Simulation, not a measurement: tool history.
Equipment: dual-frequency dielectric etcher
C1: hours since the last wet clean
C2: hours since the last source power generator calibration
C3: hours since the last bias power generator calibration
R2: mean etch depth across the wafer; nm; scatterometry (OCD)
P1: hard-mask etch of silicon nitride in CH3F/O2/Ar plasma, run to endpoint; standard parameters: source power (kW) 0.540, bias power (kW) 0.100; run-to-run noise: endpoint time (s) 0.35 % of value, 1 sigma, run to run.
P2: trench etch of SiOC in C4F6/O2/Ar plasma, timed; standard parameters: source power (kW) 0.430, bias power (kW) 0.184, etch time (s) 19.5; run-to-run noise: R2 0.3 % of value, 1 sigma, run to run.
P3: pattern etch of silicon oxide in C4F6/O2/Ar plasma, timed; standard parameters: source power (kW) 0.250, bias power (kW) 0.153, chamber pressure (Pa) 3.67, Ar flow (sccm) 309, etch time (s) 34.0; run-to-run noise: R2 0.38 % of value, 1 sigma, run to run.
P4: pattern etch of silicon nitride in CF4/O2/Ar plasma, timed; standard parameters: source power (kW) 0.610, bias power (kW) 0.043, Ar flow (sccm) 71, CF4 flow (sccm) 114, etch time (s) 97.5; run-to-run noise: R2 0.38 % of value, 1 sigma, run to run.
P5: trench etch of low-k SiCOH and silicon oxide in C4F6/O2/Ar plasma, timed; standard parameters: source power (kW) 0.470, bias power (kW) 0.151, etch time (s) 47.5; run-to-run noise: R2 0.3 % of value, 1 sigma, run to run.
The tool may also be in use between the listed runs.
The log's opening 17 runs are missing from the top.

run 18 hour=247.0 | process_that_ran=P2 source_power_(kW)=0.510 bias_power_(kW)=0.184 etch_time_(s)=19.5 | C1=195.4 C2=929.2 C3=1069.8 | R2=44.534
run 19 hour=256.6 | process_that_ran=P2 source_power_(kW)=0.430 bias_power_(kW)=0.184 etch_time_(s)=19.5 | C1=205.0 C2=938.8 C3=1079.4 | R2=41.554
run 20 hour=268.7 | process_that_ran=P2 source_power_(kW)=0.430 bias_power_(kW)=0.254 etch_time_(s)=19.5 | C1=217.1 C2=950.9 C3=1091.5 | R2=46.085
run 21 hour=277.1 | process_that_ran=P1 source_power_(kW)=0.540 bias_power_(kW)=0.100 | C1=225.5 C2=959.3 C3=1099.9 | endpoint_time_(s)=56.931
run 22 hour=291.2 | process_that_ran=P3 source_power_(kW)=0.250 bias_power_(kW)=0.153 etch_time_(s)=34.0 Ar_flow_(sccm)=309 chamber_pressure_(Pa)=4.47 | C1=239.6 C2=973.4 C3=1114.0 | R2=85.249
run 23 hour=303.5 | process_that_ran=P1 source_power_(kW)=0.540 bias_power_(kW)=0.100 | C1=251.9 C2=985.7 C3=1126.3 | endpoint_time_(s)=56.954
run 24 hour=318.0 | process_that_ran=P4 source_power_(kW)=0.610 bias_power_(kW)=0.052 etch_time_(s)=97.5 Ar_flow_(sccm)=71 CF4_flow_(sccm)=114 | C1=266.4 C2=1000.2 C3=1140.8 | R2=230.840
run 25 hour=326.6 | process_that_ran=P4 source_power_(kW)=0.610 bias_power_(kW)=0.043 etch_time_(s)=97.5 Ar_flow_(sccm)=90 CF4_flow_(sccm)=114 | C1=275.0 C2=1008.8 C3=1149.4 | R2=210.600
run 26 hour=340.0 | process_that_ran=P5 source_power_(kW)=0.320 bias_power_(kW)=0.151 etch_time_(s)=47.5 | C1=288.4 C2=1022.2 C3=1162.8 | R2=134.720
run 27 hour=350.8 | process_that_ran=P5 source_power_(kW)=0.470 bias_power_(kW)=0.151 etch_time_(s)=33.5 | C1=299.2 C2=1033.0 C3=1173.6 | R2=110.530
run 28 hour=368.3 | process_that_ran=P4 source_power_(kW)=0.610 bias_power_(kW)=0.043 etch_time_(s)=67.0 Ar_flow_(sccm)=71 CF4_flow_(sccm)=114 | C1=316.7 C2=1050.5 C3=1191.1 | R2=147.590
run 29 hour=380.5 | process_that_ran=P1 source_power_(kW)=0.540 bias_power_(kW)=0.100 | C1=328.9 C2=1062.7 C3=1203.3 | endpoint_time_(s)=56.742
run 30 hour=395.0 | process_that_ran=P1 source_power_(kW)=0.730 bias_power_(kW)=0.100 | C1=343.4 C2=1077.2 C3=1217.8 | endpoint_time_(s)=50.767
run 31 hour=411.9 | process_that_ran=P1 source_power_(kW)=0.540 bias_power_(kW)=0.100 | C1=360.3 C2=1094.1 C3=1234.7 | endpoint_time_(s)=56.695
run 32 hour=430.1 | process_that_ran=P1 source_power_(kW)=0.540 bias_power_(kW)=0.100 | C1=378.5 C2=1112.3 C3=1252.9 | endpoint_time_(s)=57.485

Run 33 has not been measured yet. What should we expect?
run 33 hour=445.9 | process_that_ran=P1 source_power_(kW)=0.540 bias_power_(kW)=0.100 | C1=394.3 C2=1128.1 C3=1268.7 | endpoint_time_(s)=?

{"run 33": {"endpoint time (s)": 57.451}}

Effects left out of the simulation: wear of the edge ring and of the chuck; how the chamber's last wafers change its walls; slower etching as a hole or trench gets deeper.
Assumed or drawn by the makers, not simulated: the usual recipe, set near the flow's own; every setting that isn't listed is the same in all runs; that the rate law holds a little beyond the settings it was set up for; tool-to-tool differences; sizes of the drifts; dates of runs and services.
